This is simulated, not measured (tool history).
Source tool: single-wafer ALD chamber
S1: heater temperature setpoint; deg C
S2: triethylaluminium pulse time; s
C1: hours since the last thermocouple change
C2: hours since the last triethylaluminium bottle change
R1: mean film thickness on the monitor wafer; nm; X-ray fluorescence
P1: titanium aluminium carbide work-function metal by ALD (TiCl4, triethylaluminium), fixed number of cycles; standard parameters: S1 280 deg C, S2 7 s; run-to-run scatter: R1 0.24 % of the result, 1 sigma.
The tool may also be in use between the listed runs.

run,hour,S1,S2,C1,C2,R1
1,14.4,280,7,591.6,417,1.6504
2,27.5,304,7,604.7,430.1,1.8447
3,36.1,280,7,613.3,438.7,1.651
4,52.3,280,7,629.5,454.9,1.6544
# hour 60: triethylaluminium bottle replaced
5,63.8,268,9.16,641,3.9,1.6399
6,75.5,256,7,652.7,15.6,1.4755
7,92.6,280,7,669.8,32.7,1.6545
8,105.4,280,2.68,682.6,45.5,1.0984
9,121.2,280,10.21,698.4,61.3,1.7593
10,138.5,280,7,715.7,78.6,1.6555
11,154.2,280,7,731.4,94.3,1.6589
12,162.2,280,7,739.4,102.3,1.6603
13,176.4,280,7,753.6,116.5,1.634
14,188.3,280,7,765.5,128.4,1.6284
15,205.3,280,7,782.5,145.4,1.6291
16,220.5,280,7,797.7,160.6,1.6276

Run 17 comes next. What will it give?
17,233.7,280,7,810.9,173.8,?

R1: 1.6196 nm
